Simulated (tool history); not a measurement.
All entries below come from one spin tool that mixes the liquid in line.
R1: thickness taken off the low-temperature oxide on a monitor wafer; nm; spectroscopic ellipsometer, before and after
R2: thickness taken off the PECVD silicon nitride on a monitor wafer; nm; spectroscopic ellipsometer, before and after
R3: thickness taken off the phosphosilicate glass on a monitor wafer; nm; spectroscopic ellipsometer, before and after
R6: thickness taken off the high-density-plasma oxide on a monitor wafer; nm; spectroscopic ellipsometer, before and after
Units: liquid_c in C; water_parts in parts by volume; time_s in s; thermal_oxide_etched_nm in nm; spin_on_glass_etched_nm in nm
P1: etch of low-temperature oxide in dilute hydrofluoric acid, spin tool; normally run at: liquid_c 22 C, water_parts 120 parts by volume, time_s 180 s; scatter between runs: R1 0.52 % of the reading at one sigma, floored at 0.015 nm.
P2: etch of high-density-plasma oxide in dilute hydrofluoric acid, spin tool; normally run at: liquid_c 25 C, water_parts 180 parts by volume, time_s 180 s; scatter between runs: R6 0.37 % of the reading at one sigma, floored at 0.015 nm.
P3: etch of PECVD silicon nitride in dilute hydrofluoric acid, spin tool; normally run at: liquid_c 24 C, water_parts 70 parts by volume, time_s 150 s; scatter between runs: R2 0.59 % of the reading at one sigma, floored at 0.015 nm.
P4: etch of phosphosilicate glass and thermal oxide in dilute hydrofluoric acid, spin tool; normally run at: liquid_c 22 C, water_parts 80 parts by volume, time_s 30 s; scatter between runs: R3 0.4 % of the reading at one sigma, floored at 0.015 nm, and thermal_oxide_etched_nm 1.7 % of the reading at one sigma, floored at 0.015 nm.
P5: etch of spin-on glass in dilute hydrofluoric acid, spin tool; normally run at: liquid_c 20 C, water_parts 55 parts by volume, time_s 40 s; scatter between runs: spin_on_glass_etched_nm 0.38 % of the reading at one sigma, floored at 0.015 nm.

{"run": 1, "hour": 13.3, "process": "P1", "liquid_c": 22, "water_parts": 120, "time_s": 180, "R1": 34.059}
{"run": 2, "hour": 25.6, "process": "P3", "liquid_c": 30, "water_parts": 70, "time_s": 150, "R2": 5.911}
{"run": 3, "hour": 37.4, "process": "P4", "liquid_c": 17, "water_parts": 80, "time_s": 30, "R3": 36.29, "thermal_oxide_etched_nm": 1.3123}
{"run": 4, "hour": 46.4, "process": "P4", "liquid_c": 22, "water_parts": 80, "time_s": 15, "R3": 22.325, "thermal_oxide_etched_nm": 0.79206}
{"run": 5, "hour": 59.1, "process": "P1", "liquid_c": 22, "water_parts": 70, "time_s": 180, "R1": 61.631}
{"run": 6, "hour": 69.4, "process": "P5", "liquid_c": 20, "water_parts": 55, "time_s": 15, "spin_on_glass_etched_nm": 7.5658}
{"run": 7, "hour": 81.9, "process": "P1", "liquid_c": 22, "water_parts": 170, "time_s": 180, "R1": 22.732}
{"run": 8, "hour": 92.3, "process": "P4", "liquid_c": 22, "water_parts": 80, "time_s": 30, "R3": 44.792, "thermal_oxide_etched_nm": 1.605}
{"run": 9, "hour": 103.4, "process": "P4", "liquid_c": 22, "water_parts": 130, "time_s": 30, "R3": 25.872, "thermal_oxide_etched_nm": 0.91343}
{"run": 10, "hour": 113.8, "process": "P5", "liquid_c": 20, "water_parts": 55, "time_s": 40, "spin_on_glass_etched_nm": 20.019}
{"run": 11, "hour": 128.4, "process": "P1", "liquid_c": 28.5, "water_parts": 120, "time_s": 180, "R1": 43.549}
{"run": 12, "hour": 137.2, "process": "P1", "liquid_c": 22, "water_parts": 120, "time_s": 180, "R1": 34.183}
{"run": 13, "hour": 148.8, "process": "P1", "liquid_c": 22, "water_parts": 120, "time_s": 90, "R1": 16.919}
{"run": 14, "hour": 159.5, "process": "P1", "liquid_c": 18.5, "water_parts": 120, "time_s": 180, "R1": 29.531}
{"run": 15, "hour": 170.8, "process": "P2", "liquid_c": 25, "water_parts": 180, "time_s": 180, "R6": 5.645}
{"run": 16, "hour": 184.1, "process": "P1", "liquid_c": 22, "water_parts": 120, "time_s": 345, "R1": 65.306}
{"run": 17, "hour": 192.9, "process": "P3", "liquid_c": 24, "water_parts": 115, "time_s": 150, "R2": 2.4642}
{"run": 18, "hour": 207.9, "process": "P5", "liquid_c": 20, "water_parts": 100, "time_s": 40, "spin_on_glass_etched_nm": 10.521}
{"run": 19, "hour": 219.7, "process": "P2", "liquid_c": 19.5, "water_parts": 180, "time_s": 180, "R6": 4.6057}
{"run": 20, "hour": 229.6, "process": "P5", "liquid_c": 20, "water_parts": 55, "time_s": 40, "spin_on_glass_etched_nm": 20.177}
{"run": 21, "hour": 242.7, "process": "P4", "liquid_c": 22, "water_parts": 80, "time_s": 30, "R3": 44.777, "thermal_oxide_etched_nm": 1.5844}
{"run": 22, "hour": 250.2, "process": "P1", "liquid_c": 22, "water_parts": 120, "time_s": 180, "R1": 33.913}
{"run": 23, "hour": 264.2, "process": "P1", "liquid_c": 22, "water_parts": 120, "time_s": 180, "R1": 33.932}

Run 24 has not been measured yet. What should we expect?
{"run": 24, "hour": 279.2, "process": "P1", "liquid_c": 26, "water_parts": 50, "time_s": 180, "R1": "?"}

{"run 24": {"R1": 104.27}}
